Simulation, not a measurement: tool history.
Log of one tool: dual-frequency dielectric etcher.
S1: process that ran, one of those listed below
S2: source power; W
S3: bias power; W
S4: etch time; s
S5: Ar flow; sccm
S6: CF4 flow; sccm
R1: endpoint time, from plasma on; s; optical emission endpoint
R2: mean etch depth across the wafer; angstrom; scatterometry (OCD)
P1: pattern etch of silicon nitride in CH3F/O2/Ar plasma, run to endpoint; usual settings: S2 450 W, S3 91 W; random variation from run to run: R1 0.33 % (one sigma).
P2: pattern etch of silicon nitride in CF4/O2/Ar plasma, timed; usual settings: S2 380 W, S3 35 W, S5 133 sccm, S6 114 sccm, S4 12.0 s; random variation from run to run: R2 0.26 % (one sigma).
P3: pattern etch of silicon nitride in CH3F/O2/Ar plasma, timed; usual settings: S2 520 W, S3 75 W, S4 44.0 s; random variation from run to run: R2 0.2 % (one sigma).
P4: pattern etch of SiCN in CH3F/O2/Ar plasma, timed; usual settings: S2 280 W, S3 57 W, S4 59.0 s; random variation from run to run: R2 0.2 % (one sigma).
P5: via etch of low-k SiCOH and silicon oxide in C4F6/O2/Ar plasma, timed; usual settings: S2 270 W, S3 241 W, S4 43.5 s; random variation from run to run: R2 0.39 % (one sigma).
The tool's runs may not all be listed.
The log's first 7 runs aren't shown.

run	hour	S1	S2	S3	S4	S5	S6	R1	R2
8	42.2	P1	610	75				39.216	
9	49.1	P5	190	241	43.5				853.73
10	54.3	P1	450	120				37.590	
11	60.9	P2	530	35	12.0	133	114		215.44
12	65.9	P1	450	66				46.004	
13	72.4	P1	630	91				36.258	
14	78.3	P5	270	241	54.0				1213.50
15	84.4	P1	290	91				48.670	
16	90.1	P1	450	91				41.392	
17	94.2	P3	520	75	44.0				352.64
18	98.7	P5	270	241	43.5				982.34
19	104.2	P2	380	35	12.0	172	114		154.20
20	109.5	P1	450	91				41.163	
21	114.6	P3	330	75	44.0				295.26
22	119.6	P4	350	57	59.0				196.15
23	123.1	P1	450	91				41.135	
24	126.8	P1	450	91				41.218	
25	132.0	P2	380	35	12.0	133	138		164.39
26	138.2	P5	270	163	43.5				861.30
27	144.6	P5	270	241	43.5				973.96
28	147.7	P2	380	35	12.0	133	114		161.02
29	154.1	P1	550	125				33.957	

Run 30 comes next. What will it give?
30	159.4	P4	280	76	59.0				?

Run 30 gave R2 199.94 angstrom.
